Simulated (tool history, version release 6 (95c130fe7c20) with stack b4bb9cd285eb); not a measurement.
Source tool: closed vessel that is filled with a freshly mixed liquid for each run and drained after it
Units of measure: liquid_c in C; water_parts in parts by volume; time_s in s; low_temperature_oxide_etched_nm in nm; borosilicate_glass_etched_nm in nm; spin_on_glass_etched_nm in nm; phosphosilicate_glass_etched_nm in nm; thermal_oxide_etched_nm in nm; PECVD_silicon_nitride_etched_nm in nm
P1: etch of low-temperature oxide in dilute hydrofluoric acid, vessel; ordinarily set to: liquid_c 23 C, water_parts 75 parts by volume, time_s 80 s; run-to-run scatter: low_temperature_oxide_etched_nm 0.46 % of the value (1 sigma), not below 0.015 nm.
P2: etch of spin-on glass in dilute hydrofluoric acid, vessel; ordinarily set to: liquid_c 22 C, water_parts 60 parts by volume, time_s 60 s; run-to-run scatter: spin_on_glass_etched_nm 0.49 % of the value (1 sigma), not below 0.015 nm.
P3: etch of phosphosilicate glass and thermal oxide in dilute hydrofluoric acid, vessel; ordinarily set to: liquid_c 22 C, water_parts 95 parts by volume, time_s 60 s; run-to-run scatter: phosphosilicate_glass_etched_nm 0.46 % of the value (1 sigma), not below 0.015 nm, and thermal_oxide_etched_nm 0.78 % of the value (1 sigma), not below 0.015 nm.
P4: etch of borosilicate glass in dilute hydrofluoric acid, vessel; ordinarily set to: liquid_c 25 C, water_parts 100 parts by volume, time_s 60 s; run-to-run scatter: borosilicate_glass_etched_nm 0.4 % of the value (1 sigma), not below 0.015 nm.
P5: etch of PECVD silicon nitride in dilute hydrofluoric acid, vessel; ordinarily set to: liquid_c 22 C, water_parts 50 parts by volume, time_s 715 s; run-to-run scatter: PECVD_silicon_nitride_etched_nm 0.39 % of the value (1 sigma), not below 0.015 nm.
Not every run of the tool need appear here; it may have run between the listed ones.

| run | hour | process | liquid_c | water_parts | time_s | hours since the thermometer was replaced | hours since the hydrofluoric acid flow meter was replaced | low_temperature_oxide_etched_nm | borosilicate_glass_etched_nm | spin_on_glass_etched_nm | phosphosilicate_glass_etched_nm | thermal_oxide_etched_nm | PECVD_silicon_nitride_etched_nm |
|---|---|---|---|---|---|---|---|---|---|---|---|---|---|
| 1 | 15.6 | P1 | 23 | 75 | 80 | 525.7 | 434.3 | 23.489 |  |  |  |  |  |
| 2 | 29.1 | P4 | 25 | 100 | 100 | 539.2 | 447.8 |  | 36.965 |  |  |  |  |
| 3 | 46.6 | P2 | 22 | 60 | 60 | 556.7 | 465.3 |  |  | 37.097 |  |  |  |
| 4 | 60.1 | P1 | 23 | 20 | 80 | 570.2 | 478.8 | 93.282 |  |  |  |  |  |
|  | 61.2 | hydrofluoric acid flow meter replaced |
| 5 | 73.2 | P1 | 23 | 25 | 115 | 583.3 | 12.1 | 106.74 |  |  |  |  |  |
| 6 | 84.9 | P2 | 22 | 85 | 60 | 595 | 23.8 |  |  | 25.124 |  |  |  |
| 7 | 101.2 | P3 | 22 | 95 | 30 | 611.3 | 40.1 |  |  |  | 51.161 | 1.5069 |  |
| 8 | 117.5 | P1 | 30.5 | 45 | 80 | 627.6 | 56.4 | 54.29 |  |  |  |  |  |
| 9 | 134.1 | P3 | 22 | 95 | 60 | 644.2 | 73 |  |  |  | 102.1 | 2.8976 |  |
| 10 | 146 | P1 | 23 | 135 | 80 | 656.1 | 84.9 | 12.054 |  |  |  |  |  |
| 11 | 158.5 | P2 | 22 | 60 | 60 | 668.6 | 97.4 |  |  | 36.798 |  |  |  |
| 12 | 167.8 | P1 | 23 | 75 | 80 | 677.9 | 106.7 | 23.511 |  |  |  |  |  |
| 13 | 186.4 | P2 | 29 | 60 | 60 | 696.5 | 125.3 |  |  | 48.866 |  |  |  |
| 14 | 204.7 | P1 | 17 | 75 | 80 | 714.8 | 143.6 | 18.17 |  |  |  |  |  |
| 15 | 219.1 | P5 | 22 | 50 | 715 | 729.2 | 158 |  |  |  |  |  | 28.892 |
| 16 | 231.7 | P1 | 27 | 75 | 80 | 741.8 | 170.6 | 27.301 |  |  |  |  |  |
| 17 | 242.2 | P3 | 22 | 175 | 60 | 752.3 | 181.1 |  |  |  | 50.493 | 1.44 |  |
| 18 | 258.3 | P1 | 23 | 75 | 150 | 768.4 | 197.2 | 43.648 |  |  |  |  |  |
| 19 | 275.4 | P5 | 30 | 50 | 715 | 785.5 | 214.3 |  |  |  |  |  | 49.281 |
| 20 | 287 | P4 | 25 | 165 | 60 | 797.1 | 225.9 |  | 12.394 |  |  |  |  |
| 21 | 300.6 | P4 | 25 | 100 | 60 | 810.7 | 239.5 |  | 22.225 |  |  |  |  |
| 22 | 318.6 | P3 | 22 | 95 | 60 | 828.7 | 257.5 |  |  |  | 101.53 | 2.8638 |  |
| 23 | 327.6 | P1 | 23 | 75 | 80 | 837.7 | 266.5 | 23.597 |  |  |  |  |  |
| 24 | 343.4 | P2 | 22 | 60 | 30 | 853.5 | 282.3 |  |  | 18.383 |  |  |  |
| 25 | 353.8 | P5 | 22 | 50 | 70 | 863.9 | 292.7 |  |  |  |  |  | 2.8397 |
| 26 | 370.2 | P1 | 23 | 75 | 30 | 880.3 | 309.1 | 8.7875 |  |  |  |  |  |
| 27 | 387.5 | P5 | 22 | 80 | 715 | 897.6 | 326.4 |  |  |  |  |  | 18.343 |
| 28 | 403.5 | P4 | 29 | 100 | 60 | 913.6 | 342.4 |  | 25.774 |  |  |  |  |
| 29 | 412.7 | P3 | 28 | 95 | 60 | 922.8 | 351.6 |  |  |  | 128.59 | 3.6853 |  |
| 30 | 422.8 | P1 | 23 | 75 | 80 | 932.9 | 361.7 | 23.28 |  |  |  |  |  |
| 31 | 433.8 | P1 | 23 | 75 | 80 | 943.9 | 372.7 | 23.506 |  |  |  |  |  |
| 32 | 450.9 | P1 | 23 | 75 | 80 | 961 | 389.8 | 24.22 |  |  |  |  |  |
| 33 | 465.7 | P1 | 23 | 75 | 80 | 975.8 | 404.6 | 24.642 |  |  |  |  |  |
| 34 | 478.1 | P1 | 23 | 75 | 80 | 988.2 | 417 | 25.055 |  |  |  |  |  |
| 35 | 491.6 | P1 | 23 | 75 | 80 | 1001.7 | 430.5 | 25.023 |  |  |  |  |  |
| 36 | 508.8 | P1 | 23 | 75 | 80 | 1018.9 | 447.7 | 25.474 |  |  |  |  |  |
| 37 | 524.2 | P1 | 23 | 75 | 80 | 1034.3 | 463.1 | 25.266 |  |  |  |  |  |
| 38 | 536.4 | P1 | 23 | 75 | 80 | 1046.5 | 475.3 | 25.344 |  |  |  |  |  |
| 39 | 549.8 | P1 | 23 | 75 | 80 | 1059.9 | 488.7 | 25.273 |  |  |  |  |  |
| 40 | 561.3 | P1 | 23 | 75 | 80 | 1071.4 | 500.2 | 25.669 |  |  |  |  |  |
| 41 | 579.7 | P1 | 23 | 75 | 80 | 1089.8 | 518.6 | 25.6 |  |  |  |  |  |

P1 has crept away from where it was. The log is fitted equally well by each of these 2 causes, at the sizes shown:
A: liquid hotter than its thermometer reads (K) = 2.14
B: hydrofluoric acid flow above the setpoint (%) = 8.23
The onset of the drift is placed at about hour 433.8.

4 check runs are offered, one wafer each, their results left as question marks. Which one tells the causes apart?
| check 1 | 598.1 | P2 | 22 | 60 | 60 |  |  |  |  | ? |  |  |  |
| check 2 | 598.1 | P4 | 25 | 100 | 60 |  |  |  | ? |  |  |  |  |
| check 3 | 598.1 | P5 | 22 | 50 | 715 |  |  |  |  |  |  |  | ? |
| check 4 | 598.1 | P3 | 22 | 95 | 60 |  |  |  |  |  | ? | ? |  |

What every check run would give for each of its results, assuming each possible cause in turn:
| check | result | if A | if B |
|---|---|---|---|
| check 1 | spin_on_glass_etched_nm | 40.239 | 40.106 |
| check 2 | borosilicate_glass_etched_nm | 24.03 | 24.161 |
| check 3 | PECVD_silicon_nitride_etched_nm | 33.538 | 31.325 |
| check 4 | phosphosilicate_glass_etched_nm | 110.7 | 110.91 |
| check 4 | thermal_oxide_etched_nm | 3.1659 | 3.1717 |
Distance between the nearest two causes, measured in the result of the check that separates them most: check 1 0.33 %; check 2 0.55 %; check 3 6.83 %; check 4 0.18 %
Only in check 3 would the causes give clearly different results; in the remaining checks their results would be nearly the same.

Then check 3 was run and gave: PECVD_silicon_nitride_etched_nm 33.423 nm. Which cause is it?

The correct cause is A, namely: liquid hotter than its thermometer reads (K).
